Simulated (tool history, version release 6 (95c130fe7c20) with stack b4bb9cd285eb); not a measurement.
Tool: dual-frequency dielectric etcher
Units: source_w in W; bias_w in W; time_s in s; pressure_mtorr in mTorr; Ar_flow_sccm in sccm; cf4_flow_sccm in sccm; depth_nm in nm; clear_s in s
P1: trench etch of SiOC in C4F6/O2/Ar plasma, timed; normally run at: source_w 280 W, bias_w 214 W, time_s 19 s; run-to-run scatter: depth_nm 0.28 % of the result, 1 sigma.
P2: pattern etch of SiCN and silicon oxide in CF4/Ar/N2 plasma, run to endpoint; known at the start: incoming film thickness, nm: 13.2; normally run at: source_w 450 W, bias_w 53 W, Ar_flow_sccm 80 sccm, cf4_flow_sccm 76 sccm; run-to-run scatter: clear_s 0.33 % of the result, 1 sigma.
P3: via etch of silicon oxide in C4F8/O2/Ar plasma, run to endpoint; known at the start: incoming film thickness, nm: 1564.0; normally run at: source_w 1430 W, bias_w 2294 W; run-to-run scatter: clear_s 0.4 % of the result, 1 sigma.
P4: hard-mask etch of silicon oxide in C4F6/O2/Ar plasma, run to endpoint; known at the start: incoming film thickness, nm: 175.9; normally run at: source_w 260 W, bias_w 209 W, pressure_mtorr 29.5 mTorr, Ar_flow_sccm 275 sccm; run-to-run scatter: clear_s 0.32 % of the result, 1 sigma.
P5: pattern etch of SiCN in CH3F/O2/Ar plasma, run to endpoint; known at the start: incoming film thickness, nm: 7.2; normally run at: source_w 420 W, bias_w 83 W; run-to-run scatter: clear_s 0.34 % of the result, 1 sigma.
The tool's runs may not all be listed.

run	hour	process	source_w	bias_w	time_s	pressure_mtorr	Ar_flow_sccm	cf4_flow_sccm	hours since the last wet clean	hours since the last source power generator calibration	hours since the last bias power generator calibration	depth_nm	clear_s
1	11.6	P1	280	214	19				203.9	1838.1	1143.4	36.611	
2	26.2	P4	260	209		29.5	167		218.5	1852.7	1158		59.293
3	40	P4	260	267		29.5	275		232.3	1866.5	1171.8		57.746
4	51.3	P3	1990	2294					243.6	1877.8	1183.1		299.58
5	61.7	P5	420	83					254	1888.2	1193.5		17.634
6	70.9	P3	1430	2294					263.2	1897.4	1202.7		343.58
7	87.2	P1	280	214	25				279.5	1913.7	1219	48.624	
8	96.3	P4	260	209		35	275		288.6	1922.8	1228.1		63.899
9	104.4	P2	450	53			80	76	296.7	1930.9	1236.2		15.864
10	120.7	P4	180	209		29.5	275		313	1947.2	1252.5		72.113
11	138.8	P4	260	209		29.5	275		331.1	1965.3	1270.6		62.893
12	150.1	P5	420	66					342.4	1976.6	1281.9		19.153
13	168.2	P1	280	171	19				360.5	1994.7	1300	34.092	
14	177.1	P2	450	65			80	76	369.4	2003.6	1308.9		14.904
15	189.8	P1	210	261	19				382.1	2016.3	1321.6	35.033	
16	202.7	P5	310	83					395	2029.2	1334.5		19.797
17	214.8	P1	350	214	19				407.1	2041.3	1346.6	40.26	
# hour 221.4: bias power generator calibrated
18	227.1	P2	450	53			106	76	419.4	2053.6	5.8		16.648
# hour 228.3: source power generator calibrated
19	237.1	P1	280	214	19				429.4	8.8	15.8	36.702	
20	255.4	P1	280	214	19				447.7	27.1	34.1	36.804	
21	264	P1	280	214	19				456.3	35.7	42.7	36.887	
22	273.4	P1	280	273	19				465.7	45.1	52.1	39.964	
23	291.8	P1	280	214	19				484.1	63.5	70.5	36.754	
24	307.5	P1	280	214	19				499.8	79.2	86.2	36.623	
25	322.4	P2	620	53			80	76	514.7	94.1	101.1		11.896
26	333.2	P1	230	214	19				525.5	104.9	111.9	34.181	
27	348.3	P1	280	214	12.5				540.6	120	127	24.167	
28	358.6	P2	450	53			80	47	550.9	130.3	137.3		17.159
29	374.5	P3	1430	3111					566.8	146.2	153.2		313.77
30	391.6	P1	280	214	19				583.9	163.3	170.3	36.841	

Forecast run 31:
31	409.3	P1	280	214	19				601.6	181	188	?	

{"run 31": {"depth_nm": 37.184}}
